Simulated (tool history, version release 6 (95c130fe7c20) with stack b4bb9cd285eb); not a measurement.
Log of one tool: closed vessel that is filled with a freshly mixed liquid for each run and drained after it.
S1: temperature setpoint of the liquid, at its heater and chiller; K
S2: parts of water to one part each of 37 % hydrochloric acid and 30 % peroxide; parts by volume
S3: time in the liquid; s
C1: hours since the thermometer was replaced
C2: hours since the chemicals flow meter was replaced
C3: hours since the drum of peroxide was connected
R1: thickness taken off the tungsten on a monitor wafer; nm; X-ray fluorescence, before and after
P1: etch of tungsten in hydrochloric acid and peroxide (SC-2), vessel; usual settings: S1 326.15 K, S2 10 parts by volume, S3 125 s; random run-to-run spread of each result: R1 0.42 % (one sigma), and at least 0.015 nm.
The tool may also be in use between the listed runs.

run	hour	S1	S2	S3	C1	C2	C3	R1
1	8.5	326.15	10	125	2011.6	206.4	367	41.073
2	17.8	326.15	10	30	2020.9	215.7	376.3	9.9225
3	29.1	326.15	10	125	2032.2	227	387.6	41.586
4	41.2	326.15	17.5	125	2044.3	239.1	399.7	25.632
5	52	326.15	10	125	2055.1	249.9	410.5	41.538
6	63.7	342.15	10	125	2066.8	261.6	422.2	113.26
7	71.8	326.15	4	235	2074.9	269.7	430.3	155.6
8	81.1	326.15	4	125	2084.2	279	439.6	82.319
9	87.1	326.15	13.5	30	2090.2	285	445.6	7.6884
10	97.1	326.15	10	125	2100.2	295	455.6	41.357
11	109.5	326.15	10	250	2112.6	307.4	468	82.721
12	120.5	310.15	10	125	2123.6	318.4	479	13.777
13	129.5	326.15	10	125	2132.6	327.4	488	41.319
14	141.8	326.15	10	125	2144.9	339.7	500.3	42.819
15	150	326.15	10	125	2153.1	347.9	508.5	43.454
16	158.9	326.15	10	125	2162	356.8	517.4	44.055
17	165.4	326.15	10	125	2168.5	363.3	523.9	44.241
18	171.7	326.15	10	125	2174.8	369.6	530.2	44.471
19	183.4	326.15	10	125	2186.5	381.3	541.9	44.672
20	195.3	326.15	10	125	2198.4	393.2	553.8	45.053
21	207.9	326.15	10	125	2211	405.8	566.4	44.984
22	217.5	326.15	10	125	2220.6	415.4	576	44.865
23	227.2	326.15	10	125	2230.3	425.1	585.7	44.997

Compared with where it was, what P1 gives has crept away. Each cause listed below fits the log as well as the rest, at the size given for it:
A: chemicals flow above the setpoint (%) = 10.8
B: liquid hotter than its thermometer reads (K) = 1.3
Onset of the creep was near hour 129.5.
What rules out each remaining cause:
peroxide weaker than its label (%): 8 at the very most, moving R1 by -7.4 %, which is either too weak or the wrong sign

Below are 4 check runs, each averaged over 2 wafers, with their results shown as question marks. Which of them would give clearly different results depending on which cause is behind the drift?
check 1	236.9	315.65	10	230				?
check 2	236.9	326.15	17	125				?
check 3	236.9	340.15	10	125				?
check 4	236.9	310.65	4	125				?

How each check would come out, cause by cause:
check	result	if A	if B
check 1	R1	40.735	40.969
check 2	R1	28.63	28.444
check 3	R1	108.43	107.7
check 4	R1	30.505	31.315
How far apart the two closest causes lie, in the result that separates them most: check 1 0.57 %; check 2 0.65 %; check 3 0.68 %; check 4 2.62 %
Of the check runs offered, only check 4 discriminates between the causes; the rest would read about the same regardless of which cause applies.

Check 4 has now been run. It gave: R1 30.554 nm. Which of the candidate causes is it?

It is A: chemicals flow above the setpoint (%).
